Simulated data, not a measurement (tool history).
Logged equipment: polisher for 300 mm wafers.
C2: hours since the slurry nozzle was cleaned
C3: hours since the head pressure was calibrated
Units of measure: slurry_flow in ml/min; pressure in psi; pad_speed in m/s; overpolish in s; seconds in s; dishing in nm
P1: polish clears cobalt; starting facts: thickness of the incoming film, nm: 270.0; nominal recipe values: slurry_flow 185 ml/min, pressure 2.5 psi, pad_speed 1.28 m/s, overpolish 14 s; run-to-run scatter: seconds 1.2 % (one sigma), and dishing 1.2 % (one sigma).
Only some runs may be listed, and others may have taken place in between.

run 1 hour=7.7 | slurry_flow=185 pressure=2.5 pad_speed=1.28 overpolish=14 | wafers_polished_on_this_pad=779 C2=288.2 C3=302.9 | seconds=36.235 dishing=31.194
run 2 hour=19.2 | slurry_flow=185 pressure=1.5 pad_speed=1.28 overpolish=14 | wafers_polished_on_this_pad=910 C2=299.7 C3=314.4 | seconds=61.350 dishing=28.283
run 3 hour=25.8 | slurry_flow=185 pressure=2.5 pad_speed=1.28 overpolish=14 | wafers_polished_on_this_pad=986 C2=306.3 C3=321.0 | seconds=37.047 dishing=31.047
run 4 hour=38.0 | slurry_flow=185 pressure=2.5 pad_speed=1.28 overpolish=14 | wafers_polished_on_this_pad=1125 C2=318.5 C3=333.2 | seconds=36.852 dishing=31.257
run 5 hour=44.9 | slurry_flow=185 pressure=2.5 pad_speed=1.28 overpolish=14 | wafers_polished_on_this_pad=1204 C2=325.4 C3=340.1 | seconds=36.308 dishing=30.545
run 6 hour=55.6 | slurry_flow=185 pressure=2.5 pad_speed=1.28 overpolish=7 | wafers_polished_on_this_pad=1326 C2=336.1 C3=350.8 | seconds=36.457 dishing=26.364
run 7 hour=69.7 | slurry_flow=185 pressure=2.5 pad_speed=1.68 overpolish=14 | wafers_polished_on_this_pad=1486 C2=350.2 C3=364.9 | seconds=27.889 dishing=32.323
run 8 hour=79.6 | slurry_flow=265 pressure=2.5 pad_speed=1.28 overpolish=14 | wafers_polished_on_this_pad=1599 C2=360.1 C3=374.8 | seconds=34.964 dishing=31.406
run 9 hour=93.5 | slurry_flow=185 pressure=2.5 pad_speed=1.28 overpolish=14 | wafers_polished_on_this_pad=1758 C2=374.0 C3=388.7 | seconds=36.921 dishing=31.410
run 10 hour=101.4 | slurry_flow=185 pressure=1.8 pad_speed=1.28 overpolish=7 | wafers_polished_on_this_pad=1848 C2=381.9 C3=396.6 | seconds=50.157 dishing=22.264
run 11 hour=112.0 | slurry_flow=185 pressure=2.5 pad_speed=0.64 overpolish=14 | wafers_polished_on_this_pad=1969 C2=392.5 C3=407.2 | seconds=72.722 dishing=26.227
run 12 hour=126.8 | slurry_flow=185 pressure=2.5 pad_speed=1.28 overpolish=27 | wafers_polished_on_this_pad=2138 C2=407.3 C3=422.0 | seconds=37.107 dishing=33.077
run 13 hour=138.8 | slurry_flow=185 pressure=2.5 pad_speed=1.28 overpolish=14 | wafers_polished_on_this_pad=2275 C2=419.3 C3=434.0 | seconds=35.952 dishing=31.200
run 14 hour=148.3 | slurry_flow=185 pressure=3.4 pad_speed=1.28 overpolish=14 | wafers_polished_on_this_pad=2383 C2=428.8 C3=443.5 | seconds=27.257 dishing=31.675
run 15 hour=163.2 | slurry_flow=110 pressure=2.5 pad_speed=1.28 overpolish=21 | wafers_polished_on_this_pad=2553 C2=443.7 C3=458.4 | seconds=40.062 dishing=32.619
run 16 hour=178.4 | slurry_flow=110 pressure=2.5 pad_speed=1.28 overpolish=14 | wafers_polished_on_this_pad=2726 C2=458.9 C3=473.6 | seconds=39.655 dishing=31.481
run 17 hour=186.1 | slurry_flow=185 pressure=2.5 pad_speed=1.28 overpolish=14 | wafers_polished_on_this_pad=2814 C2=466.6 C3=481.3 | seconds=36.573 dishing=31.347
run 18 hour=198.6 | slurry_flow=185 pressure=2.5 pad_speed=1.28 overpolish=14 | wafers_polished_on_this_pad=2957 C2=479.1 C3=493.8 | seconds=37.652 dishing=31.070
run 19 hour=209.4 | slurry_flow=185 pressure=2.5 pad_speed=1.28 overpolish=14 | wafers_polished_on_this_pad=3080 C2=489.9 C3=504.6 | seconds=39.186 dishing=31.638
run 20 hour=218.0 | slurry_flow=185 pressure=2.5 pad_speed=1.28 overpolish=14 | wafers_polished_on_this_pad=3178 C2=498.5 C3=513.2 | seconds=38.680 dishing=30.967
run 21 hour=227.2 | slurry_flow=185 pressure=2.5 pad_speed=1.28 overpolish=14 | wafers_polished_on_this_pad=3283 C2=507.7 C3=522.4 | seconds=39.190 dishing=30.670
run 22 hour=241.2 | slurry_flow=185 pressure=2.5 pad_speed=1.28 overpolish=14 | wafers_polished_on_this_pad=3443 C2=521.7 C3=536.4 | seconds=39.971 dishing=30.219
-- hour=249.9 head pressure recalibrated
run 23 hour=252.9 | slurry_flow=185 pressure=2.5 pad_speed=1.28 overpolish=14 | wafers_polished_on_this_pad=3576 C2=533.4 C3=3.0 | seconds=39.678 dishing=31.080
run 24 hour=263.3 | slurry_flow=185 pressure=2.5 pad_speed=1.28 overpolish=14 | wafers_polished_on_this_pad=3695 C2=543.8 C3=13.4 | seconds=39.618 dishing=30.330
run 25 hour=271.4 | slurry_flow=185 pressure=2.5 pad_speed=1.28 overpolish=14 | wafers_polished_on_this_pad=3787 C2=551.9 C3=21.5 | seconds=39.923 dishing=30.955

The output of P1 has drifted from where it used to be. Each of the 2 causes below, taken at the size shown beside it, accounts for the log equally well:
A: slurry flow missing at the pad, % = 39
B: removal rate lost through wear of the pad, % = 8.57
The drift started at roughly hour 186.1.
What rules out each remaining cause:
head's pressure below its setpoint, %: its service at hour 249.9 followed the start of the drift and did not put the process back to its old value

You are offered 4 check runs, listed below with question marks in place of their results; each one averages 3 wafers. Which run separates the listed causes by giving clearly different results for each?
run check 1 hour=279.5 | slurry_flow=185 pressure=1.9 pad_speed=0.88 overpolish=14 | seconds=? dishing=?
run check 2 hour=279.5 | slurry_flow=185 pressure=2.5 pad_speed=1.68 overpolish=14 | seconds=? dishing=?
run check 3 hour=279.5 | slurry_flow=185 pressure=2.5 pad_speed=0.82 overpolish=14 | seconds=? dishing=?
run check 4 hour=279.5 | slurry_flow=110 pressure=2.5 pad_speed=1.28 overpolish=14 | seconds=? dishing=?

Outcome of each check run for each possible cause:
check=check_1 result=seconds if_A=76.516 if_B=76.509
check=check_1 result=dishing if_A=25.641 if_B=25.642
check=check_2 result=seconds if_A=30.461 if_B=30.458
check=check_2 result=dishing if_A=31.734 if_B=31.734
check=check_3 result=seconds if_A=62.407 if_B=62.402
check=check_3 result=dishing if_A=27.658 if_B=27.659
check=check_4 result=seconds if_A=46.369 if_B=43.983
check=check_4 result=dishing if_A=29.918 if_B=30.248
How far apart the two closest causes lie, in the result that separates them most: check 1 0.01 %; check 2 0.01 %; check 3 0.01 %; check 4 5.28 %
The causes can be told apart only by check 4. The other checks would give nearly the same results under each of them.

Then check 4 was run and gave: seconds 46.425 s; dishing 29.597 nm. Which cause is it?

It is A: slurry flow missing at the pad, %.

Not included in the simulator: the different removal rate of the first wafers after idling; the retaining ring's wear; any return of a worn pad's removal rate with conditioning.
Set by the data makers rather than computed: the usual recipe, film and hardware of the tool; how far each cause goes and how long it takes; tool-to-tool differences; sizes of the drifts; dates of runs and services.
